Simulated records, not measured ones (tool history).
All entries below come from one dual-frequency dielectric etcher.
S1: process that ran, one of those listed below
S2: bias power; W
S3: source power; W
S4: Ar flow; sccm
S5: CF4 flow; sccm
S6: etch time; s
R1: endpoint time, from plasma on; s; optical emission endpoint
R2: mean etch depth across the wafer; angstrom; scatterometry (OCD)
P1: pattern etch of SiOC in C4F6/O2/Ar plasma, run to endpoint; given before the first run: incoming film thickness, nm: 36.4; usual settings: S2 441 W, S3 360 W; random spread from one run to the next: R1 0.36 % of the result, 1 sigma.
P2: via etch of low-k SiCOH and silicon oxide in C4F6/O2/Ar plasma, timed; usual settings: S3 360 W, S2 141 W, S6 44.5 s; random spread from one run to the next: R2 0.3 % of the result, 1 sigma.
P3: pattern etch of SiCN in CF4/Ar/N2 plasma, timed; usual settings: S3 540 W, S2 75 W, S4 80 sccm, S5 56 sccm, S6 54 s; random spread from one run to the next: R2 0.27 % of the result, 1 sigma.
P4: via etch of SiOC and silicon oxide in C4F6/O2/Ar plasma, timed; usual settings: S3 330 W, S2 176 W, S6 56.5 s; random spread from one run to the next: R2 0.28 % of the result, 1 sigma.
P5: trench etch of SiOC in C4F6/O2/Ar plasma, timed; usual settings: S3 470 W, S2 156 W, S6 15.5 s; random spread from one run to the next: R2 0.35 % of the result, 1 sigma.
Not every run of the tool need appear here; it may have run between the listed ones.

run   hour  S1   S2   S3   S4  S5    S6      R1      R2
  1    9.3  P1  441  360                 12.836
  2   28.1  P3   75  540   80  56    75          769.81
  3   36.9  P5  156  470           21.5          442.25
  4   55.8  P3   90  540   80  56    54          588.62
  5   71.8  P1  324  360                 14.424
  6   90.4  P1  441  360                  12.94
  7  107.2  P4  176  330           56.5          597.26
  8  124.4  P5  156  470           15.5           318.9
  9  135.7  P4  176  210           56.5          502.24
 10  152.5  P5  156  620           15.5          356.08
 11  165.3  P2   95  360           44.5          903.31
 12  182.7  P3   75  410   80  56    54          433.28
 13    199  P2  141  360           30.5          695.05
 14    215  P1  441  360                 12.856
 15  227.7  P1  441  480                 11.613
     240.3  -- source power generator calibrated
 16    243  P1  441  360                 12.953
 17  258.3  P2  141  220           44.5          835.83
 18  267.6  P4  176  330           36.5          385.24
 19  280.1  P1  441  360                 12.918
 20  295.4  P3   75  540   80  56    54          554.34
 21  306.3  P3   75  540  112  56    54          522.97
 22    323  P5  156  470           15.5          317.15
 23  336.9  P1  441  230                 15.286
 24  349.1  P4  104  330           56.5          508.44
 25  362.3  P4  176  330           56.5          597.43
 26  376.4  P5  194  470           15.5          343.32
 27  394.1  P3   75  540   80  42    54          527.34
 28  405.8  P1  441  360                 12.897
     416.7  -- bias power generator calibrated
 29  424.3  P1  521  360                 12.148
 30    436  P2  141  360           44.5          1010.5
 31  448.8  P1  559  420                  11.23
 32  465.8  P1  441  360                 12.965
 33  481.7  P1  441  360                 12.948
 34  490.7  P1  441  360                  12.77
 35  503.2  P1  441  360                 12.736
 36  515.3  P1  441  360                 12.769
 37  526.6  P1  441  360                 12.703
     531.7  -- wet clean of the chamber
 38  543.9  P1  441  360                 12.755
 39  560.2  P1  441  360                 12.764

P1 has crept away from where it was. The log is fitted equally well by each of these 2 causes, at the sizes shown:
A: source power that arrives over what is set, % = 4.95
B: bias power that arrives over what is set, % = 4.96
The process output started creeping at around hour 481.7.
What rules out each remaining cause:
chamber walls in a state that raises the etch rate, %: was serviced at hour 531.7, once the creep was under way, yet the earlier output never came back

4 check runs are offered, one wafer each, their results left as question marks. Which one tells the causes apart?
check 1  576.5  P5  156  570          15.5       ?
check 2  576.5  P3   75  540  80  56  65.5       ?
check 3  576.5  P2   95  240          44.5       ?
check 4  576.5  P4  176  210          56.5       ?

Expected result of each check under each candidate cause:
  check  result    if A    if B
check 1      R2  349.85  348.23
check 2      R2  697.93  680.24
check 3      R2   782.2  777.82
check 4      R2  510.67  509.54
Per check, the gap between the least separated pair of causes, taken in the result that splits them most: check 1 0.46 %; check 2 2.57 %; check 3 0.56 %; check 4 0.22 %
The causes can be told apart only by check 2. The other checks would give nearly the same results under each of them.

Running check 2 produced the following: R2 697.06 angstrom. Which one of the listed causes fits?

It is A: source power that arrives over what is set, %.
